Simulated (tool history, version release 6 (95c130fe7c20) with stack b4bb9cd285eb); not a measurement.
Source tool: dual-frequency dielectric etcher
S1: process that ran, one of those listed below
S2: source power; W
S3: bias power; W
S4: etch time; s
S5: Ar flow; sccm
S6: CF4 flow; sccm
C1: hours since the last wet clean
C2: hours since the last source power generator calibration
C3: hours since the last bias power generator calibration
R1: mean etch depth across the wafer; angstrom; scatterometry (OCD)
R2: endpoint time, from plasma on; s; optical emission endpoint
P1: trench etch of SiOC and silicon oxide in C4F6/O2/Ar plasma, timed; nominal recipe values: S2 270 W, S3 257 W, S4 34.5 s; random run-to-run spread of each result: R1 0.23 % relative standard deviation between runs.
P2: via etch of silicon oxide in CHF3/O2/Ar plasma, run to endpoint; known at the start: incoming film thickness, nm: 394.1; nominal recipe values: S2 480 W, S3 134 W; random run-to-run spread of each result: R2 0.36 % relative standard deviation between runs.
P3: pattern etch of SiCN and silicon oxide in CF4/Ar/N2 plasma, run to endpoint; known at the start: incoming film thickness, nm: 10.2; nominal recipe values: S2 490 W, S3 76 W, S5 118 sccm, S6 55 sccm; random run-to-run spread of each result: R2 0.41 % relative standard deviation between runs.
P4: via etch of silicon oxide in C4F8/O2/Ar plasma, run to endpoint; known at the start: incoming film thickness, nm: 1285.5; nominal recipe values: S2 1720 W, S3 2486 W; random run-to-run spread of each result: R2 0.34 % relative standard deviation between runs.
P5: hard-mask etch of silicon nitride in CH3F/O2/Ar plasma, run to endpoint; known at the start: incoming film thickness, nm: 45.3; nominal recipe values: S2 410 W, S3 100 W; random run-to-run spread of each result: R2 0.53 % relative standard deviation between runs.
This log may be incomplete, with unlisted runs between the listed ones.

run 1 hour=9.7 | S1=P1 S2=270 S3=257 S4=34.5 | C1=199.8 C2=903.3 C3=2662.7 | R1=668.51
run 2 hour=19.7 | S1=P1 S2=180 S3=257 S4=34.5 | C1=209.8 C2=913.3 C3=2672.7 | R1=575.67
run 3 hour=26.5 | S1=P1 S2=320 S3=257 S4=34.5 | C1=216.6 C2=920.1 C3=2679.5 | R1=712.05
run 4 hour=35.5 | S1=P4 S2=1720 S3=2486 | C1=225.6 C2=929.1 C3=2688.5 | R2=249.52
run 5 hour=43.7 | S1=P1 S2=270 S3=257 S4=26.5 | C1=233.8 C2=937.3 C3=2696.7 | R1=510.81
run 6 hour=51.1 | S1=P1 S2=270 S3=257 S4=34.5 | C1=241.2 C2=944.7 C3=2704.1 | R1=666.22
run 7 hour=60.7 | S1=P1 S2=380 S3=257 S4=47 | C1=250.8 C2=954.3 C3=2713.7 | R1=1033.5
run 8 hour=70 | S1=P4 S2=2080 S3=2486 | C1=260.1 C2=963.6 C3=2723 | R2=230.75
run 9 hour=75.8 | S1=P3 S2=490 S3=76 S5=118 S6=75 | C1=265.9 C2=969.4 C3=2728.8 | R2=10.855
run 10 hour=82.7 | S1=P1 S2=270 S3=257 S4=46.5 | C1=272.8 C2=976.3 C3=2735.7 | R1=899.88
run 11 hour=91.3 | S1=P3 S2=490 S3=76 S5=143 S6=55 | C1=281.4 C2=984.9 C3=2744.3 | R2=11.768
run 12 hour=96.3 | S1=P2 S2=480 S3=134 | C1=286.4 C2=989.9 C3=2749.3 | R2=238
run 13 hour=103.4 | S1=P4 S2=1720 S3=3295 | C1=293.5 C2=997 C3=2756.4 | R2=228.35
run 14 hour=107.7 | S1=P1 S2=270 S3=257 S4=34.5 | C1=297.8 C2=1001.3 C3=2760.7 | R1=667.72
run 15 hour=113.1 | S1=P1 S2=270 S3=257 S4=34.5 | C1=303.2 C2=1006.7 C3=2766.1 | R1=668.5
run 16 hour=121.7 | S1=P1 S2=270 S3=257 S4=34.5 | C1=311.8 C2=1015.3 C3=2774.7 | R1=669.48
run 17 hour=129.4 | S1=P1 S2=270 S3=310 S4=34.5 | C1=319.5 C2=1023 C3=2782.4 | R1=714.07
run 18 hour=137.2 | S1=P3 S2=490 S3=45 S5=118 S6=55 | C1=327.3 C2=1030.8 C3=2790.2 | R2=13.629
run 19 hour=143.5 | S1=P5 S2=410 S3=100 | C1=333.6 C2=1037.1 C3=2796.5 | R2=58.113
run 20 hour=149.9 | S1=P2 S2=480 S3=83 | C1=340 C2=1043.5 C3=2802.9 | R2=275.49
run 21 hour=158.2 | S1=P3 S2=320 S3=76 S5=118 S6=55 | C1=348.3 C2=1051.8 C3=2811.2 | R2=16.361
run 22 hour=167.9 | S1=P5 S2=410 S3=66 | C1=358 C2=1061.5 C3=2820.9 | R2=66.894
run 23 hour=173.6 | S1=P4 S2=1720 S3=2486 | C1=363.7 C2=1067.2 C3=2826.6 | R2=249.73
run 24 hour=181.6 | S1=P5 S2=240 S3=100 | C1=371.7 C2=1075.2 C3=2834.6 | R2=70.568
run 25 hour=187.3 | S1=P1 S2=270 S3=175 S4=34.5 | C1=377.4 C2=1080.9 C3=2840.3 | R1=586.54
run 26 hour=194.1 | S1=P1 S2=340 S3=328 S4=34.5 | C1=384.2 C2=1087.7 C3=2847.1 | R1=793.01
-- hour=195.3 bias power generator calibrated
-- hour=195.6 wet clean of the chamber
run 27 hour=202.1 | S1=P3 S2=490 S3=76 S5=118 S6=55 | C1=6.6 C2=1095.7 C3=6.8 | R2=11.296
run 28 hour=206.6 | S1=P2 S2=650 S3=134 | C1=11.1 C2=1100.2 C3=11.3 | R2=213.47
run 29 hour=214.2 | S1=P5 S2=410 S3=100 | C1=18.7 C2=1107.8 C3=18.9 | R2=57.652
run 30 hour=219.5 | S1=P1 S2=270 S3=257 S4=34.5 | C1=24 C2=1113.1 C3=24.2 | R1=669.51
run 31 hour=224.9 | S1=P1 S2=270 S3=257 S4=34.5 | C1=29.4 C2=1118.5 C3=29.6 | R1=664.86
run 32 hour=231.6 | S1=P1 S2=270 S3=257 S4=34.5 | C1=36.1 C2=1125.2 C3=36.3 | R1=663.08
run 33 hour=239.3 | S1=P1 S2=270 S3=257 S4=34.5 | C1=43.8 C2=1132.9 C3=44 | R1=659.93
-- hour=239.7 wet clean of the chamber
run 34 hour=248.9 | S1=P1 S2=270 S3=257 S4=34.5 | C1=9.3 C2=1142.5 C3=53.6 | R1=656.71
run 35 hour=255.9 | S1=P1 S2=270 S3=257 S4=34.5 | C1=16.3 C2=1149.5 C3=60.6 | R1=658.61
run 36 hour=263.1 | S1=P1 S2=270 S3=257 S4=34.5 | C1=23.5 C2=1156.7 C3=67.8 | R1=660.66

P1 has crept away from where it was. The log is fitted equally well by each of these 2 causes, at the sizes shown:
A: bias power that arrives under what is set, % = 4.03
B: source power that arrives under what is set, % = 3.71
The gradual shift began around hour 219.5.
Ruled out, with reasons:
chamber walls in a state that lowers the etch rate, %: serviced at hour 239.7, after the drift had started, without restoring the earlier output

The list below offers 4 check runs, each averaging the results of 2 wafers, and shows each result as a question mark. For which of them would the listed causes give clearly different results?
run check 1 hour=270.3 | S1=P5 S2=250 S3=84 | R2=?
run check 2 hour=270.3 | S1=P4 S2=2070 S3=3074 | R2=?
run check 3 hour=270.3 | S1=P3 S2=490 S3=46 S5=118 S6=55 | R2=?
run check 4 hour=270.3 | S1=P2 S2=600 S3=85 | R2=?

If the cause were each of the candidates in turn, the checks would give the following:
check=check_1 result=R2 if_A=75.15 if_B=75.08
check=check_2 result=R2 if_A=219.79 if_B=220.22
check=check_3 result=R2 if_A=13.662 if_B=13.942
check=check_4 result=R2 if_A=254.26 if_B=255.21
Separation of the two closest causes in each check, using whichever result separates them best: check 1 0.09 %; check 2 0.2 %; check 3 2.03 %; check 4 0.37 %
Check 3 tells the causes apart: in the others they would give nearly the same result.

Check 3 was then run and gave: R2 13.938 s. Which cause is it?

B is the cause: source power that arrives under what is set, %.
